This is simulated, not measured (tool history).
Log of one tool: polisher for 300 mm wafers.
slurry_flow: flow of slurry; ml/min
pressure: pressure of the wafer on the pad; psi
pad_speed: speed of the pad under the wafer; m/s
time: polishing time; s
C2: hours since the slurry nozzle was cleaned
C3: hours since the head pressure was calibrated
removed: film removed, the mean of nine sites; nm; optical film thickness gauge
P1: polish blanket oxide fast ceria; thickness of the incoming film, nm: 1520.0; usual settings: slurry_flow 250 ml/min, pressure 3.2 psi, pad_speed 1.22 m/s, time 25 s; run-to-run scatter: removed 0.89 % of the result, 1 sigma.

run 1 day=0.546 | slurry_flow=250 pressure=3.2 pad_speed=1.22 time=25 | wafers_polished_on_this_pad=381 C2=231.8 C3=809.0 | removed=558.78
run 2 day=1.033 | slurry_flow=250 pressure=3.2 pad_speed=0.70 time=25 | wafers_polished_on_this_pad=568 C2=243.5 C3=820.7 | removed=319.92
run 3 day=1.479 | slurry_flow=250 pressure=4.8 pad_speed=1.22 time=25 | wafers_polished_on_this_pad=740 C2=254.2 C3=831.4 | removed=833.76
run 4 day=1.775 | slurry_flow=250 pressure=3.2 pad_speed=1.22 time=25 | wafers_polished_on_this_pad=854 C2=261.3 C3=838.5 | removed=557.91
-- day=1.971 worn pad replaced by a new one
run 5 day=2.117 | slurry_flow=250 pressure=3.2 pad_speed=1.22 time=25 | wafers_polished_on_this_pad=56 C2=269.5 C3=846.7 | removed=560.65
run 6 day=2.633 | slurry_flow=335 pressure=3.2 pad_speed=1.22 time=25 | wafers_polished_on_this_pad=255 C2=281.9 C3=859.1 | removed=562.66
run 7 day=3.079 | slurry_flow=250 pressure=1.5 pad_speed=1.22 time=33 | wafers_polished_on_this_pad=427 C2=292.6 C3=869.8 | removed=348.95
run 8 day=3.450 | slurry_flow=150 pressure=1.8 pad_speed=1.22 time=25 | wafers_polished_on_this_pad=569 C2=301.5 C3=878.7 | removed=290.82
run 9 day=3.829 | slurry_flow=250 pressure=2.1 pad_speed=1.22 time=25 | wafers_polished_on_this_pad=715 C2=310.6 C3=887.8 | removed=367.69
run 10 day=4.346 | slurry_flow=250 pressure=3.2 pad_speed=1.22 time=25 | wafers_polished_on_this_pad=914 C2=323.0 C3=900.2 | removed=554.54
run 11 day=4.838 | slurry_flow=250 pressure=3.2 pad_speed=1.92 time=25 | wafers_polished_on_this_pad=1103 C2=334.8 C3=912.0 | removed=874.39
run 12 day=5.262 | slurry_flow=250 pressure=3.2 pad_speed=1.22 time=25 | wafers_polished_on_this_pad=1267 C2=345.0 C3=922.2 | removed=554.70
run 13 day=5.821 | slurry_flow=150 pressure=3.2 pad_speed=1.22 time=25 | wafers_polished_on_this_pad=1481 C2=358.4 C3=935.6 | removed=513.72
run 14 day=6.162 | slurry_flow=250 pressure=3.2 pad_speed=1.22 time=25 | wafers_polished_on_this_pad=1613 C2=366.6 C3=943.8 | removed=556.49
run 15 day=6.650 | slurry_flow=250 pressure=3.2 pad_speed=1.22 time=36 | wafers_polished_on_this_pad=1800 C2=378.3 C3=955.5 | removed=792.05
run 16 day=6.958 | slurry_flow=250 pressure=3.2 pad_speed=1.22 time=11 | wafers_polished_on_this_pad=1919 C2=385.7 C3=962.9 | removed=243.16
run 17 day=7.233 | slurry_flow=250 pressure=3.2 pad_speed=1.22 time=25 | wafers_polished_on_this_pad=2025 C2=392.3 C3=969.5 | removed=553.75
run 18 day=7.833 | slurry_flow=250 pressure=3.2 pad_speed=1.22 time=25 | wafers_polished_on_this_pad=2256 C2=406.7 C3=983.9 | removed=546.86
run 19 day=8.317 | slurry_flow=250 pressure=3.2 pad_speed=1.22 time=25 | wafers_polished_on_this_pad=2442 C2=418.3 C3=995.5 | removed=536.00
run 20 day=8.825 | slurry_flow=250 pressure=3.2 pad_speed=1.22 time=25 | wafers_polished_on_this_pad=2637 C2=430.5 C3=1007.7 | removed=547.11
run 21 day=9.321 | slurry_flow=250 pressure=3.2 pad_speed=1.22 time=25 | wafers_polished_on_this_pad=2828 C2=442.4 C3=1019.6 | removed=532.21
-- day=9.821 worn pad replaced by a new one
run 22 day=9.883 | slurry_flow=250 pressure=3.2 pad_speed=1.22 time=25 | wafers_polished_on_this_pad=25 C2=455.9 C3=1033.1 | removed=529.58
run 23 day=10.421 | slurry_flow=250 pressure=3.2 pad_speed=1.22 time=25 | wafers_polished_on_this_pad=231 C2=468.8 C3=1046.0 | removed=516.65
run 24 day=10.817 | slurry_flow=250 pressure=3.2 pad_speed=1.22 time=25 | wafers_polished_on_this_pad=384 C2=478.3 C3=1055.5 | removed=534.22
run 25 day=11.204 | slurry_flow=250 pressure=3.2 pad_speed=1.22 time=25 | wafers_polished_on_this_pad=533 C2=487.6 C3=1064.8 | removed=528.40
run 26 day=11.792 | slurry_flow=250 pressure=3.2 pad_speed=1.22 time=25 | wafers_polished_on_this_pad=759 C2=501.7 C3=1078.9 | removed=529.78

What P1 gives has crept away from where it was. These 2 causes fit the log equally well, each at the size given:
A: head's pressure below its setpoint, % = 4.83
B: slurry flow missing at the pad, % = 31.8
The creep began at about day 7.233.
Why every other cause is out:
removal rate lost through wear of the pad, %: serviced at day 9.821, which brought nothing back

4 check runs are offered, each on 5 wafers whose results are averaged, their results left as question marks. Which one tells the causes apart?
run check 1 day=12.379 | slurry_flow=250 pressure=4.0 pad_speed=1.22 time=25 | removed=?
run check 2 day=12.379 | slurry_flow=250 pressure=3.9 pad_speed=1.22 time=34 | removed=?
run check 3 day=12.379 | slurry_flow=250 pressure=3.2 pad_speed=1.50 time=35 | removed=?
run check 4 day=12.379 | slurry_flow=150 pressure=3.2 pad_speed=1.22 time=25 | removed=?

What each check would give under each cause:
check=check_1 result=removed if_A=661.31 if_B=661.34
check=check_2 result=removed if_A=876.89 if_B=876.93
check=check_3 result=removed if_A=910.65 if_B=910.70
check=check_4 result=removed if_A=493.09 if_B=478.60
How far apart the two closest causes lie, in the result that separates them most: check 1 0 %; check 2 0 %; check 3 0 %; check 4 2.98 %
Only check 4 tells the causes apart: in the others they would give nearly the same result.

Check 4 was then run and gave: removed 492.06 nm. Which cause is it?

It is A: head's pressure below its setpoint, %.
